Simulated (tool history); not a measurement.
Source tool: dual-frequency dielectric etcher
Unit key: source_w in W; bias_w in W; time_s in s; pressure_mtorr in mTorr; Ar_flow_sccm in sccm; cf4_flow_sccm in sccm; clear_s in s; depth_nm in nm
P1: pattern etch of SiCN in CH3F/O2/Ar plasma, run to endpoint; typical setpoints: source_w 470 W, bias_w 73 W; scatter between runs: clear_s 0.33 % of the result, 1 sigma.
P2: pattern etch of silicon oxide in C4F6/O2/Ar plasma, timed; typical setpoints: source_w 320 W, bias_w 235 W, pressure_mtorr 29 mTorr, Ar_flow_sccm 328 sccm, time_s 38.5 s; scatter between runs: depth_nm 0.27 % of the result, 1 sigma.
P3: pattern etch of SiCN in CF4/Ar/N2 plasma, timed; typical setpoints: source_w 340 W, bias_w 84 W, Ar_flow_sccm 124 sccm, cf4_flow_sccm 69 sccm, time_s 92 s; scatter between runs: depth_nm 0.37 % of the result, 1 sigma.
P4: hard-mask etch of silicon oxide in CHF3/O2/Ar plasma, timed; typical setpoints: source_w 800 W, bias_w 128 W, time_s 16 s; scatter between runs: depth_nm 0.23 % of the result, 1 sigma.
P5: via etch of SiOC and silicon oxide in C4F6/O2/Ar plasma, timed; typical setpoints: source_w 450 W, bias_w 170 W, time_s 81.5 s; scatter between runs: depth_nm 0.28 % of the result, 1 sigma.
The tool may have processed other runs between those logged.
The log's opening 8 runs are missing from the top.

| run | hour | process | source_w | bias_w | time_s | pressure_mtorr | Ar_flow_sccm | cf4_flow_sccm | hours since the last wet clean | hours since the last source power generator calibration | hours since the last bias power generator calibration | clear_s | depth_nm |
|---|---|---|---|---|---|---|---|---|---|---|---|---|---|
| 9 | 114.3 | P4 | 800 | 128 | 16 |  |  |  | 358.2 | 2668.3 | 1795.7 |  | 32.145 |
| 10 | 131.4 | P3 | 340 | 84 | 92 |  | 124 | 69 | 375.3 | 2685.4 | 1812.8 |  | 64.392 |
| 11 | 144.2 | P2 | 320 | 235 | 56 | 29 | 328 |  | 388.1 | 2698.2 | 1825.6 |  | 179.44 |
| 12 | 157.4 | P3 | 340 | 84 | 92 |  | 82 | 69 | 401.3 | 2711.4 | 1838.8 |  | 67.982 |
| 13 | 164.9 | P5 | 450 | 104 | 81.5 |  |  |  | 408.8 | 2718.9 | 1846.3 |  | 83.29 |
| 14 | 173.2 | P4 | 800 | 88 | 16 |  |  |  | 417.1 | 2727.2 | 1854.6 |  | 28.74 |
| 15 | 182.5 | P3 | 340 | 84 | 121 |  | 124 | 69 | 426.4 | 2736.5 | 1863.9 |  | 85.196 |
| 16 | 192.8 | P2 | 320 | 235 | 38.5 | 29 | 328 |  | 436.7 | 2746.8 | 1874.2 |  | 122.94 |
| 17 | 207.9 | P2 | 320 | 235 | 38.5 | 29 | 444 |  | 451.8 | 2761.9 | 1889.3 |  | 118.45 |
| 18 | 220.8 | P4 | 1060 | 128 | 16 |  |  |  | 464.7 | 2774.8 | 1902.2 |  | 35.93 |
| 19 | 229 | P3 | 340 | 50 | 92 |  | 124 | 69 | 472.9 | 2783 | 1910.4 |  | 53.44 |
| 20 | 239.5 | P5 | 630 | 170 | 81.5 |  |  |  | 483.4 | 2793.5 | 1920.9 |  | 109.64 |
| 21 | 256 | P5 | 450 | 170 | 45 |  |  |  | 499.9 | 2810 | 1937.4 |  | 53.441 |
| 22 | 264.1 | P1 | 470 | 86 |  |  |  |  | 508 | 2818.1 | 1945.5 | 24.426 |  |
| 23 | 279.8 | P5 | 450 | 170 | 81.5 |  |  |  | 523.7 | 2833.8 | 1961.2 |  | 96.449 |

The next listed run, before its measurement:
| 24 | 296.2 | P3 | 270 | 84 | 92 |  | 124 | 69 | 540.1 | 2850.2 | 1977.6 |  | ? |

depth_nm: 53.229 nm
